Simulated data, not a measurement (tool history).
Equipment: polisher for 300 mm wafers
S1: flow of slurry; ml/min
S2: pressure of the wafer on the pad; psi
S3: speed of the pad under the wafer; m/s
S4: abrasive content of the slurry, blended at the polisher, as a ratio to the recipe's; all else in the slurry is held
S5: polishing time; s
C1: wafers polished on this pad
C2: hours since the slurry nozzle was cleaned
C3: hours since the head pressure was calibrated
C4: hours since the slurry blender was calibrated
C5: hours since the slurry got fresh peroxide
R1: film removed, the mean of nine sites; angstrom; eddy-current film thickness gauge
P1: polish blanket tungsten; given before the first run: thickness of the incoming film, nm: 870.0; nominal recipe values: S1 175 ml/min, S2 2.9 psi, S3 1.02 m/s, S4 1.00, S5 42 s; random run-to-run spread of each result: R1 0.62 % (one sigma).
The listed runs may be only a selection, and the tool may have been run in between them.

Run 1, hour 10.9: S1 175 ml/min, S2 2.9 psi, S3 1.02 m/s, S4 1.00, S5 42 s; C1 533; C2 303.8; C3 297.0; C4 114.1; C5 54.3. Result: R1 1676.10 angstrom.
Run 2, hour 15.9: S1 175 ml/min, S2 1.7 psi, S3 1.02 m/s, S4 1.00, S5 62 s; C1 619; C2 308.8; C3 302.0; C4 119.1; C5 59.3. Result: R1 1461.20 angstrom.
Run 3, hour 20.9: S1 175 ml/min, S2 2.9 psi, S3 1.02 m/s, S4 1.35, S5 42 s; C1 705; C2 313.8; C3 307.0; C4 124.1; C5 64.3. Result: R1 1789.50 angstrom.
Run 4, hour 31.4: S1 175 ml/min, S2 2.9 psi, S3 1.02 m/s, S4 1.00, S5 42 s; C1 885; C2 324.3; C3 317.5; C4 134.6; C5 74.8. Result: R1 1677.70 angstrom.
Run 5, hour 40.2: S1 175 ml/min, S2 2.9 psi, S3 0.70 m/s, S4 1.00, S5 42 s; C1 1035; C2 333.1; C3 326.3; C4 143.4; C5 83.6. Result: R1 1147.20 angstrom.
Run 6, hour 45.8: S1 175 ml/min, S2 2.9 psi, S3 1.02 m/s, S4 1.00, S5 42 s; C1 1131; C2 338.7; C3 331.9; C4 149.0; C5 89.2. Result: R1 1672.80 angstrom.
Run 7, hour 56.2: S1 175 ml/min, S2 2.9 psi, S3 1.02 m/s, S4 1.00, S5 62 s; C1 1309; C2 349.1; C3 342.3; C4 159.4; C5 99.6. Result: R1 2499.00 angstrom.
Run 8, hour 65.8: S1 175 ml/min, S2 2.9 psi, S3 1.02 m/s, S4 1.00, S5 42 s; C1 1474; C2 358.7; C3 351.9; C4 169.0; C5 109.2. Result: R1 1695.30 angstrom.
Run 9, hour 70.6: S1 230 ml/min, S2 2.9 psi, S3 1.02 m/s, S4 1.00, S5 42 s; C1 1556; C2 363.5; C3 356.7; C4 173.8; C5 114.0. Result: R1 1741.40 angstrom.
Run 10, hour 77.2: S1 175 ml/min, S2 2.9 psi, S3 1.02 m/s, S4 0.55, S5 42 s; C1 1669; C2 370.1; C3 363.3; C4 180.4; C5 120.6. Result: R1 1458.60 angstrom.
Run 11, hour 85.7: S1 175 ml/min, S2 2.9 psi, S3 1.02 m/s, S4 1.00, S5 42 s; C1 1815; C2 378.6; C3 371.8; C4 188.9; C5 129.1. Result: R1 1682.40 angstrom.
Run 12, hour 93.0: S1 175 ml/min, S2 2.9 psi, S3 1.02 m/s, S4 1.00, S5 42 s; C1 1940; C2 385.9; C3 379.1; C4 196.2; C5 136.4. Result: R1 1677.20 angstrom.
Run 13, hour 101.1: S1 175 ml/min, S2 2.9 psi, S3 1.34 m/s, S4 1.00, S5 42 s; C1 2078; C2 394.0; C3 387.2; C4 204.3; C5 144.5. Result: R1 2184.20 angstrom.
Run 14, hour 108.5: S1 175 ml/min, S2 2.9 psi, S3 1.02 m/s, S4 1.00, S5 24 s; C1 2205; C2 401.4; C3 394.6; C4 211.7; C5 151.9. Result: R1 963.38 angstrom.
Run 15, hour 116.1: S1 175 ml/min, S2 4.3 psi, S3 1.02 m/s, S4 1.00, S5 42 s; C1 2335; C2 409.0; C3 402.2; C4 219.3; C5 159.5. Result: R1 2470.60 angstrom.
Run 16, hour 124.2: S1 105 ml/min, S2 2.9 psi, S3 1.02 m/s, S4 1.00, S5 42 s; C1 2474; C2 417.1; C3 410.3; C4 227.4; C5 167.6. Result: R1 1519.10 angstrom.
Run 17, hour 131.2: S1 175 ml/min, S2 1.4 psi, S3 1.02 m/s, S4 1.00, S5 42 s; C1 2594; C2 424.1; C3 417.3; C4 234.4; C5 174.6. Result: R1 806.11 angstrom.
Run 18, hour 138.8: S1 175 ml/min, S2 2.9 psi, S3 1.02 m/s, S4 1.00, S5 42 s; C1 2724; C2 431.7; C3 424.9; C4 242.0; C5 182.2. Result: R1 1665.40 angstrom.
Run 19, hour 148.6: S1 175 ml/min, S2 2.9 psi, S3 1.02 m/s, S4 1.00, S5 42 s; C1 2892; C2 441.5; C3 434.7; C4 251.8; C5 192.0. Result: R1 1674.00 angstrom.
Run 20, hour 155.0: S1 175 ml/min, S2 2.9 psi, S3 1.02 m/s, S4 1.00, S5 42 s; C1 3001; C2 447.9; C3 441.1; C4 258.2; C5 198.4. Result: R1 1625.60 angstrom.
Run 21, hour 161.2: S1 175 ml/min, S2 2.9 psi, S3 1.02 m/s, S4 1.00, S5 42 s; C1 3108; C2 454.1; C3 447.3; C4 264.4; C5 204.6. Result: R1 1588.80 angstrom.
Run 22, hour 168.3: S1 175 ml/min, S2 2.9 psi, S3 1.02 m/s, S4 1.00, S5 42 s; C1 3229; C2 461.2; C3 454.4; C4 271.5; C5 211.7. Result: R1 1553.30 angstrom.
At hour 174.6: slurry tank refilled with fresh slurry and peroxide.
Run 23, hour 177.7: S1 175 ml/min, S2 2.9 psi, S3 1.02 m/s, S4 1.00, S5 42 s; C1 3390; C2 470.6; C3 463.8; C4 280.9; C5 3.2. Result: R1 1550.10 angstrom.
At hour 183.6: head pressure recalibrated.
Run 24, hour 185.1: S1 175 ml/min, S2 2.9 psi, S3 1.02 m/s, S4 1.00, S5 42 s; C1 3517; C2 478.0; C3 1.6; C4 288.3; C5 10.6. Result: R1 1535.20 angstrom.
At hour 187.4: slurry blender recalibrated.
Run 25, hour 191.3: S1 175 ml/min, S2 2.9 psi, S3 1.02 m/s, S4 1.00, S5 42 s; C1 3623; C2 484.2; C3 7.8; C4 3.9; C5 16.8. Result: R1 1518.40 angstrom.

Run 26 comes next. What will it give?
Run 26, hour 197.6: S1 175 ml/min, S2 2.9 psi, S3 1.02 m/s, S4 1.00, S5 42 s; C1 3731; C2 490.5; C3 14.1; C4 10.2; C5 23.1. Result: R1 ?.

Run 26 measured R1 1541.00 angstrom.

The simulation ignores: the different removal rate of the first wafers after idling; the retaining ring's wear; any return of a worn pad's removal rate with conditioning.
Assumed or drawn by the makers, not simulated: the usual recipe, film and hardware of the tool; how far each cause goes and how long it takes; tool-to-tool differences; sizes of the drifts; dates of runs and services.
